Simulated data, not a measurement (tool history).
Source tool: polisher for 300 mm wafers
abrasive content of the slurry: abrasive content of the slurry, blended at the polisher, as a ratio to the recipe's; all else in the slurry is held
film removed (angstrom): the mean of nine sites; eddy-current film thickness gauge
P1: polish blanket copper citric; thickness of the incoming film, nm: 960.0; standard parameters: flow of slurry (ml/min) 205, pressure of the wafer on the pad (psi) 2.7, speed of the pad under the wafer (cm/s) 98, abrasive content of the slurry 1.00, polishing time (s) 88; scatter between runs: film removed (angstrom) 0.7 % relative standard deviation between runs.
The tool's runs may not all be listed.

run  hour  flow of slurry (ml/min)  pressure of the wafer on the pad (psi)  speed of the pad under the wafer (cm/s)  abrasive content of the slurry  polishing time (s)  film removed (angstrom)
  1   4.3                      205                                     2.7                                       98                            1.00                  88                  1819.10
      7.5  -- worn pad replaced by a new one
  2   7.5                      205                                     2.7                                       98                            1.00                  66                  1368.00
  3  11.3                      205                                     2.7                                       98                            1.00                  88                  1814.10
  4  13.4                      205                                     3.4                                       98                            1.00                  88                  2275.10
  5  18.0                      305                                     2.7                                       98                            1.00                  88                  1899.10
  6  22.3                      205                                     2.7                                       98                            1.00                  88                  1819.20
  7  25.9                      205                                     2.7                                       98                            1.00                 128                  2651.20
  8  30.1                      205                                     2.7                                       98                            1.00                  88                  1835.10
     31.6  -- head pressure recalibrated
  9  32.2                      205                                     2.7                                       98                            1.00                  88                  1798.00
 10  35.3                      205                                     2.7                                      154                            1.00                  88                  2893.70
 11  38.0                      130                                     2.7                                       98                            1.00                  88                  1699.90
 12  40.9                      305                                     2.7                                      132                            1.00                  88                  2554.40
 13  43.1                      205                                     1.6                                       98                            0.65                  88                  1001.20
 14  45.3                      205                                     1.9                                       98                            1.00                  88                  1291.10
 15  48.0                      205                                     2.7                                       50                            1.00                  88                   963.33
 16  52.0                      205                                     2.7                                       98                            0.65                  88                  1685.80
 17  54.1                      205                                     2.7                                       98                            1.40                  88                  1960.80
 18  56.6                      205                                     2.7                                       98                            1.00                  88                  1822.80
 19  59.8                      205                                     2.7                                       98                            1.00                  88                  1797.80
 20  63.3                      205                                     2.7                                       98                            1.00                  88                  1775.00
 21  65.4                      205                                     2.7                                       98                            1.00                  88                  1733.70
 22  69.2                      205                                     2.7                                       98                            1.00                  88                  1765.40

Run 23 comes next. What will it give?
 23  71.3                      205                                     2.7                                       98                            1.00                  88                        ?

For run 23 the tool returned film removed (angstrom) 1728.50.
